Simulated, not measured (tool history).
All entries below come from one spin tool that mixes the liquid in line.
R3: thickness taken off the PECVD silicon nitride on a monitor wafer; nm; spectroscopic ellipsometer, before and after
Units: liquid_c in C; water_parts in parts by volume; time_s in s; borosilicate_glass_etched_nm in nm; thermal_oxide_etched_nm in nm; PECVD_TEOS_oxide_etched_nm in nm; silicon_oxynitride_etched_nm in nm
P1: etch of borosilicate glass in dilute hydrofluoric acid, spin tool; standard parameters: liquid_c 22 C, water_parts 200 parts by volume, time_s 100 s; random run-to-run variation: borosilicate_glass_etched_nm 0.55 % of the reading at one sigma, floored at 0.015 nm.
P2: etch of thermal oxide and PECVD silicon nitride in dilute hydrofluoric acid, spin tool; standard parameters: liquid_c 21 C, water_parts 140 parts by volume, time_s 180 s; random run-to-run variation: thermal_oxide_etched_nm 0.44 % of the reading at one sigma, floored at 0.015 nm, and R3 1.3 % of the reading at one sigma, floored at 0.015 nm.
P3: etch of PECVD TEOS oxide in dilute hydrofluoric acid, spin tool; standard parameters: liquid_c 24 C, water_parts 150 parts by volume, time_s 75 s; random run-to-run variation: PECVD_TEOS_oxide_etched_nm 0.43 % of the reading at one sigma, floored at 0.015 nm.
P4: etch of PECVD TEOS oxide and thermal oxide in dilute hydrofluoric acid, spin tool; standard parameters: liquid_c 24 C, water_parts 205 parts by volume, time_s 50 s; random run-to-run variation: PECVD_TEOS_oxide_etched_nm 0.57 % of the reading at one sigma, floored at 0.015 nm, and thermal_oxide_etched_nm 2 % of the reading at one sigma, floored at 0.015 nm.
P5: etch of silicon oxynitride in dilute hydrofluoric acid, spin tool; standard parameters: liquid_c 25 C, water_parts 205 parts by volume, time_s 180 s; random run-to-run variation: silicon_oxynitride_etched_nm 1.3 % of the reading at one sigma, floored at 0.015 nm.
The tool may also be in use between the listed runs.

run 1 hour=8.2 | process=P1 liquid_c=22 water_parts=200 time_s=100 | borosilicate_glass_etched_nm=12.193
run 2 hour=16.6 | process=P2 liquid_c=21 water_parts=140 time_s=180 | thermal_oxide_etched_nm=4.9088 R3=1.9179
run 3 hour=23.8 | process=P1 liquid_c=22 water_parts=200 time_s=100 | borosilicate_glass_etched_nm=12.28
run 4 hour=30.2 | process=P1 liquid_c=22 water_parts=200 time_s=100 | borosilicate_glass_etched_nm=12.29
run 5 hour=37.1 | process=P2 liquid_c=21 water_parts=140 time_s=35 | thermal_oxide_etched_nm=0.94388 R3=0.36993
run 6 hour=43.3 | process=P3 liquid_c=24 water_parts=150 time_s=75 | PECVD_TEOS_oxide_etched_nm=8.0391
run 7 hour=50.4 | process=P3 liquid_c=24 water_parts=150 time_s=75 | PECVD_TEOS_oxide_etched_nm=8.1879
run 8 hour=55.3 | process=P5 liquid_c=25 water_parts=205 time_s=295 | silicon_oxynitride_etched_nm=2.943
run 9 hour=63.1 | process=P4 liquid_c=24 water_parts=330 time_s=50 | thermal_oxide_etched_nm=0.55479 PECVD_TEOS_oxide_etched_nm=2.4153
run 10 hour=70.5 | process=P3 liquid_c=27.5 water_parts=150 time_s=75 | PECVD_TEOS_oxide_etched_nm=9.2551
run 11 hour=78.9 | process=P1 liquid_c=17.5 water_parts=330 time_s=100 | borosilicate_glass_etched_nm=5.6108
run 12 hour=84.3 | process=P5 liquid_c=25 water_parts=205 time_s=180 | silicon_oxynitride_etched_nm=1.8195
run 13 hour=91.4 | process=P3 liquid_c=24 water_parts=150 time_s=135 | PECVD_TEOS_oxide_etched_nm=14.679
run 14 hour=98.8 | process=P2 liquid_c=17 water_parts=140 time_s=180 | thermal_oxide_etched_nm=4.1842 R3=1.487
run 15 hour=105.3 | process=P4 liquid_c=31 water_parts=205 time_s=50 | thermal_oxide_etched_nm=1.2683 PECVD_TEOS_oxide_etched_nm=5.6061
run 16 hour=113.6 | process=P4 liquid_c=24 water_parts=205 time_s=95 | thermal_oxide_etched_nm=1.8271 PECVD_TEOS_oxide_etched_nm=8.3399
run 17 hour=119.9 | process=P1 liquid_c=22 water_parts=200 time_s=100 | borosilicate_glass_etched_nm=12.255
run 18 hour=125 | process=P1 liquid_c=22 water_parts=335 time_s=100 | borosilicate_glass_etched_nm=6.4092
run 19 hour=133.3 | process=P1 liquid_c=29.5 water_parts=200 time_s=100 | borosilicate_glass_etched_nm=16.253
run 20 hour=138.3 | process=P3 liquid_c=24 water_parts=90 time_s=75 | PECVD_TEOS_oxide_etched_nm=14.586
run 21 hour=143.2 | process=P1 liquid_c=22 water_parts=200 time_s=100 | borosilicate_glass_etched_nm=12.352
run 22 hour=149.1 | process=P5 liquid_c=25 water_parts=205 time_s=180 | silicon_oxynitride_etched_nm=1.8223
run 23 hour=156 | process=P1 liquid_c=22 water_parts=200 time_s=50 | borosilicate_glass_etched_nm=6.1156
run 24 hour=163.1 | process=P2 liquid_c=21 water_parts=250 time_s=180 | thermal_oxide_etched_nm=2.4255 R3=1.1081
run 25 hour=171 | process=P5 liquid_c=29 water_parts=205 time_s=180 | silicon_oxynitride_etched_nm=2.098
run 26 hour=179.4 | process=P1 liquid_c=22 water_parts=200 time_s=170 | borosilicate_glass_etched_nm=20.926
run 27 hour=183.3 | process=P1 liquid_c=17 water_parts=200 time_s=100 | borosilicate_glass_etched_nm=10.1
run 28 hour=189.8 | process=P4 liquid_c=24 water_parts=205 time_s=50 | thermal_oxide_etched_nm=0.98797 PECVD_TEOS_oxide_etched_nm=4.3398
run 29 hour=195 | process=P1 liquid_c=22 water_parts=85 time_s=100 | borosilicate_glass_etched_nm=32.748
run 30 hour=201.4 | process=P5 liquid_c=25 water_parts=320 time_s=180 | silicon_oxynitride_etched_nm=1.0793
run 31 hour=208.9 | process=P1 liquid_c=22 water_parts=200 time_s=100 | borosilicate_glass_etched_nm=12.301
run 32 hour=213 | process=P1 liquid_c=22 water_parts=200 time_s=100 | borosilicate_glass_etched_nm=12.107
run 33 hour=220.8 | process=P1 liquid_c=22 water_parts=200 time_s=100 | borosilicate_glass_etched_nm=11.692
run 34 hour=229 | process=P1 liquid_c=22 water_parts=200 time_s=100 | borosilicate_glass_etched_nm=11.538
run 35 hour=236.3 | process=P1 liquid_c=22 water_parts=200 time_s=100 | borosilicate_glass_etched_nm=11.486
run 36 hour=241.4 | process=P1 liquid_c=22 water_parts=200 time_s=100 | borosilicate_glass_etched_nm=11.393
run 37 hour=247.5 | process=P1 liquid_c=22 water_parts=200 time_s=100 | borosilicate_glass_etched_nm=11.407

P1 no longer gives what it gave before; its output has crept away from where it was. The following 2 causes, each at its listed size, fit the log equally well:
A: liquid colder than its thermometer reads (K) = 1.84
B: hydrofluoric acid flow below the setpoint (%) = 5.62
At approximately hour 208.9, the process output began to creep.

You are offered 4 check runs, listed below with question marks in place of their results; each one averages 3 wafers. Which run separates the listed causes by giving clearly different results for each?
run check 1 hour=253.6 | process=P5 liquid_c=25 water_parts=205 time_s=180 | silicon_oxynitride_etched_nm=?
run check 2 hour=253.6 | process=P2 liquid_c=21 water_parts=140 time_s=180 | thermal_oxide_etched_nm=? R3=?
run check 3 hour=253.6 | process=P4 liquid_c=24 water_parts=205 time_s=50 | thermal_oxide_etched_nm=? PECVD_TEOS_oxide_etched_nm=?
run check 4 hour=253.6 | process=P3 liquid_c=24 water_parts=150 time_s=75 | PECVD_TEOS_oxide_etched_nm=?

What every check run would give for each of its results, assuming each possible cause in turn:
check=check_1 result=silicon_oxynitride_etched_nm if_A=1.6524 if_B=1.6767
check=check_2 result=thermal_oxide_etched_nm if_A=4.5723 if_B=4.6035
check=check_2 result=R3 if_A=1.7287 if_B=1.848
check=check_3 result=thermal_oxide_etched_nm if_A=0.90336 if_B=0.90125
check=check_3 result=PECVD_TEOS_oxide_etched_nm if_A=4.0713 if_B=4.0618
check=check_4 result=PECVD_TEOS_oxide_etched_nm if_A=7.5758 if_B=7.5987
Distance between the nearest two causes, measured in the result of the check that separates them most: check 1 1.46 %; check 2 6.67 %; check 3 0.23 %; check 4 0.3 %
Only in check 2 would the causes give clearly different results; in the remaining checks their results would be nearly the same.

Here is what check 2 returned: thermal_oxide_etched_nm 4.5828 nm; R3 1.7095 nm. Which cause is it?

It is A: liquid colder than its thermometer reads (K).
